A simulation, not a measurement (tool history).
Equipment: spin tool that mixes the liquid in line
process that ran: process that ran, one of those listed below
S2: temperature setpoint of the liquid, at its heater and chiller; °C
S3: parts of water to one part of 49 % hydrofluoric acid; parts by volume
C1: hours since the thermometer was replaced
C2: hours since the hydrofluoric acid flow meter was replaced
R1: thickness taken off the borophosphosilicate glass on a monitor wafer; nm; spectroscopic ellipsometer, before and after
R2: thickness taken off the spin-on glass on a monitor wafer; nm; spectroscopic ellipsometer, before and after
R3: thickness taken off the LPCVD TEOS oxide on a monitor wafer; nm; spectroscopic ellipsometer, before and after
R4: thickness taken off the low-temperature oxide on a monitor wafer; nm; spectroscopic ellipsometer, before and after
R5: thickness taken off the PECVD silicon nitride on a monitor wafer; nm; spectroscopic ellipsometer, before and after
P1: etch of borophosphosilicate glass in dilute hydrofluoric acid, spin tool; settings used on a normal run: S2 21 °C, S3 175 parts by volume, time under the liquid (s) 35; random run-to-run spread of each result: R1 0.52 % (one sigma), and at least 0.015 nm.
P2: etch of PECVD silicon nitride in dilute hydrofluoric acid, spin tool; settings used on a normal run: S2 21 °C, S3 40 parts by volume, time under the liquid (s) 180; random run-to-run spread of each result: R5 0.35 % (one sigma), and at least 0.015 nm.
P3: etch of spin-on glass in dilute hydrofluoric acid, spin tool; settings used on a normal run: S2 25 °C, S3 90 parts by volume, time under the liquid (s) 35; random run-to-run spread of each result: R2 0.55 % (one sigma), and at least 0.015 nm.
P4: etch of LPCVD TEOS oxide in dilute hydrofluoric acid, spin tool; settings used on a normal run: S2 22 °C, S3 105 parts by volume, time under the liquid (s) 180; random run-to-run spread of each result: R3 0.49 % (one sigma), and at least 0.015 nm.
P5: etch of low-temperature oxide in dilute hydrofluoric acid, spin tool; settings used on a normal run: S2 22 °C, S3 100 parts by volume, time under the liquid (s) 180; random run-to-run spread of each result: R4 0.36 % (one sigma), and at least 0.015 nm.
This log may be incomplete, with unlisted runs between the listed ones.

{"run": 1, "hour": 9.6, "process that ran": "P1", "S2": 21, "S3": 175, "time under the liquid (s)": 35, "C1": 998, "C2": 266.6, "R1": 8.7204}
{"run": 2, "hour": 18.2, "process that ran": "P1", "S2": 21, "S3": 175, "time under the liquid (s)": 35, "C1": 1006.6, "C2": 275.2, "R1": 8.7368}
{"run": 3, "hour": 33.5, "process that ran": "P3", "S2": 18, "S3": 90, "time under the liquid (s)": 35, "C1": 1021.9, "C2": 290.5, "R2": 9.6328}
{"run": 4, "hour": 44.1, "process that ran": "P4", "S2": 30, "S3": 105, "time under the liquid (s)": 180, "C1": 1032.5, "C2": 301.1, "R3": 34.493}
{"run": 5, "hour": 52.2, "process that ran": "P1", "S2": 27.5, "S3": 175, "time under the liquid (s)": 15, "C1": 1040.6, "C2": 309.2, "R1": 4.7815}
{"run": 6, "hour": 66.3, "process that ran": "P1", "S2": 21, "S3": 35, "time under the liquid (s)": 35, "C1": 1054.7, "C2": 323.3, "R1": 51.141}
{"run": 7, "hour": 76.1, "process that ran": "P5", "S2": 22, "S3": 100, "time under the liquid (s)": 265, "C1": 1064.5, "C2": 333.1, "R4": 51.137}
{"run": 8, "hour": 90.8, "process that ran": "P5", "S2": 29, "S3": 100, "time under the liquid (s)": 180, "C1": 1079.2, "C2": 347.8, "R4": 45.826}
{"run": 9, "hour": 101.1, "process that ran": "P5", "S2": 22, "S3": 100, "time under the liquid (s)": 180, "C1": 1089.5, "C2": 358.1, "R4": 34.752}
{"run": 10, "hour": 108.7, "process that ran": "P4", "S2": 22, "S3": 105, "time under the liquid (s)": 180, "C1": 1097.1, "C2": 365.7, "R3": 25.528}
{"run": 11, "hour": 118.3, "process that ran": "P1", "S2": 21, "S3": 175, "time under the liquid (s)": 35, "C1": 1106.7, "C2": 375.3, "R1": 8.7082}
{"run": 12, "hour": 126.6, "process that ran": "P1", "S2": 17.5, "S3": 175, "time under the liquid (s)": 35, "C1": 1115, "C2": 383.6, "R1": 7.6468}
{"run": 13, "hour": 141.1, "process that ran": "P1", "S2": 21, "S3": 175, "time under the liquid (s)": 15, "C1": 1129.5, "C2": 398.1, "R1": 3.742}
{"run": 14, "hour": 147.9, "process that ran": "P3", "S2": 25, "S3": 145, "time under the liquid (s)": 35, "C1": 1136.3, "C2": 404.9, "R2": 7.4099}
{"run": 15, "hour": 157.8, "process that ran": "P3", "S2": 25, "S3": 90, "time under the liquid (s)": 35, "C1": 1146.2, "C2": 414.8, "R2": 12.745}
{"run": 16, "hour": 165.7, "process that ran": "P3", "S2": 25, "S3": 90, "time under the liquid (s)": 65, "C1": 1154.1, "C2": 422.7, "R2": 23.356}
{"run": 17, "hour": 174.0, "process that ran": "P2", "S2": 21, "S3": 40, "time under the liquid (s)": 180, "C1": 1162.4, "C2": 431, "R5": 13.899}
{"run": 18, "hour": 182.5, "process that ran": "P4", "S2": 22, "S3": 185, "time under the liquid (s)": 180, "C1": 1170.9, "C2": 439.5, "R3": 13.194}
{"run": 19, "hour": 191.8, "process that ran": "P1", "S2": 21, "S3": 175, "time under the liquid (s)": 35, "C1": 1180.2, "C2": 448.8, "R1": 8.7591}
{"run": 20, "hour": 199.7, "process that ran": "P2", "S2": 21, "S3": 20, "time under the liquid (s)": 180, "C1": 1188.1, "C2": 456.7, "R5": 27.193}
{"run": 21, "hour": 213.1, "process that ran": "P2", "S2": 21, "S3": 40, "time under the liquid (s)": 295, "C1": 1201.5, "C2": 470.1, "R5": 22.915}
{"run": 22, "hour": 223.4, "process that ran": "P1", "S2": 26.5, "S3": 175, "time under the liquid (s)": 35, "C1": 1211.8, "C2": 480.4, "R1": 10.703}
{"run": 23, "hour": 238.4, "process that ran": "P1", "S2": 21, "S3": 175, "time under the liquid (s)": 35, "C1": 1226.8, "C2": 495.4, "R1": 8.8052}
{"run": 24, "hour": 251.7, "process that ran": "P1", "S2": 21, "S3": 175, "time under the liquid (s)": 35, "C1": 1240.1, "C2": 508.7, "R1": 8.6652}
{"run": 25, "hour": 263.4, "process that ran": "P4", "S2": 22, "S3": 105, "time under the liquid (s)": 20, "C1": 1251.8, "C2": 520.4, "R3": 2.8795}
{"hour": 265.6, "done": "thermometer replaced"}
{"run": 26, "hour": 277.5, "process that ran": "P1", "S2": 21, "S3": 175, "time under the liquid (s)": 55, "C1": 12, "C2": 534.5, "R1": 13.863}
{"run": 27, "hour": 290.3, "process that ran": "P1", "S2": 21, "S3": 310, "time under the liquid (s)": 35, "C1": 24.8, "C2": 547.3, "R1": 4.3306}
{"run": 28, "hour": 304.6, "process that ran": "P5", "S2": 22, "S3": 160, "time under the liquid (s)": 180, "C1": 39.1, "C2": 561.6, "R4": 20.169}
{"run": 29, "hour": 313.1, "process that ran": "P2", "S2": 21, "S3": 40, "time under the liquid (s)": 180, "C1": 47.6, "C2": 570.1, "R5": 13.93}
{"run": 30, "hour": 322.3, "process that ran": "P4", "S2": 22, "S3": 105, "time under the liquid (s)": 180, "C1": 56.8, "C2": 579.3, "R3": 25.825}
{"run": 31, "hour": 331.0, "process that ran": "P2", "S2": 17, "S3": 40, "time under the liquid (s)": 180, "C1": 65.5, "C2": 588, "R5": 10.58}
{"run": 32, "hour": 340.4, "process that ran": "P1", "S2": 21, "S3": 175, "time under the liquid (s)": 35, "C1": 74.9, "C2": 597.4, "R1": 8.7187}
{"run": 33, "hour": 349.9, "process that ran": "P1", "S2": 21, "S3": 175, "time under the liquid (s)": 35, "C1": 84.4, "C2": 606.9, "R1": 8.6527}
{"run": 34, "hour": 362.0, "process that ran": "P1", "S2": 21, "S3": 175, "time under the liquid (s)": 35, "C1": 96.5, "C2": 619, "R1": 8.3546}
{"run": 35, "hour": 369.0, "process that ran": "P1", "S2": 21, "S3": 175, "time under the liquid (s)": 35, "C1": 103.5, "C2": 626, "R1": 8.3869}
{"run": 36, "hour": 379.4, "process that ran": "P1", "S2": 21, "S3": 175, "time under the liquid (s)": 35, "C1": 113.9, "C2": 636.4, "R1": 8.2401}
{"run": 37, "hour": 392.5, "process that ran": "P1", "S2": 21, "S3": 175, "time under the liquid (s)": 35, "C1": 127, "C2": 649.5, "R1": 8.116}
{"run": 38, "hour": 406.5, "process that ran": "P1", "S2": 21, "S3": 175, "time under the liquid (s)": 35, "C1": 141, "C2": 663.5, "R1": 8.0308}
{"run": 39, "hour": 416.8, "process that ran": "P1", "S2": 21, "S3": 175, "time under the liquid (s)": 35, "C1": 151.3, "C2": 673.8, "R1": 8.0526}
{"run": 40, "hour": 431.0, "process that ran": "P1", "S2": 21, "S3": 175, "time under the liquid (s)": 35, "C1": 165.5, "C2": 688, "R1": 8.1218}

What P1 gives has crept away from where it was. These 2 causes fit the log equally well, each at the size given:
A: liquid colder than its thermometer reads (K) = 2.09
B: hydrofluoric acid flow below the setpoint (%) = 6.65
Creep in the process output first set in at about hour 349.9.

Below are 4 check runs, each on a single wafer, with their results shown as question marks. Which of them would tell the listed causes apart, meaning the causes would give clearly different results under it?
{"run": "check 1", "hour": 445.2, "process that ran": "P4", "S2": 26, "S3": 170, "time under the liquid (s)": 180, "R3": "?"}
{"run": "check 2", "hour": 445.2, "process that ran": "P2", "S2": 21, "S3": 40, "time under the liquid (s)": 245, "R5": "?"}
{"run": "check 3", "hour": 445.2, "process that ran": "P3", "S2": 18.5, "S3": 145, "time under the liquid (s)": 35, "R2": "?"}
{"run": "check 4", "hour": 445.2, "process that ran": "P5", "S2": 28, "S3": 145, "time under the liquid (s)": 180, "R4": "?"}

Predicted outcomes, by check and by cause:
check=check_1 result=R3 if_A=15.8 if_B=15.725
check=check_2 result=R5 if_A=16.423 if_B=17.775
check=check_3 result=R2 if_A=5.234 if_B=5.2673
check=check_4 result=R4 if_A=26.406 if_B=26.302
Minimum pairwise separation of causes per check, each pair taken at its best-separating result: check 1 0.48 %; check 2 7.91 %; check 3 0.63 %; check 4 0.39 %
The causes can be told apart only by check 2. The other checks would give nearly the same results under each of them.

Running check 2 produced the following: R5 16.546 nm. Which one of the listed causes fits?

A is the cause: liquid colder than its thermometer reads (K).

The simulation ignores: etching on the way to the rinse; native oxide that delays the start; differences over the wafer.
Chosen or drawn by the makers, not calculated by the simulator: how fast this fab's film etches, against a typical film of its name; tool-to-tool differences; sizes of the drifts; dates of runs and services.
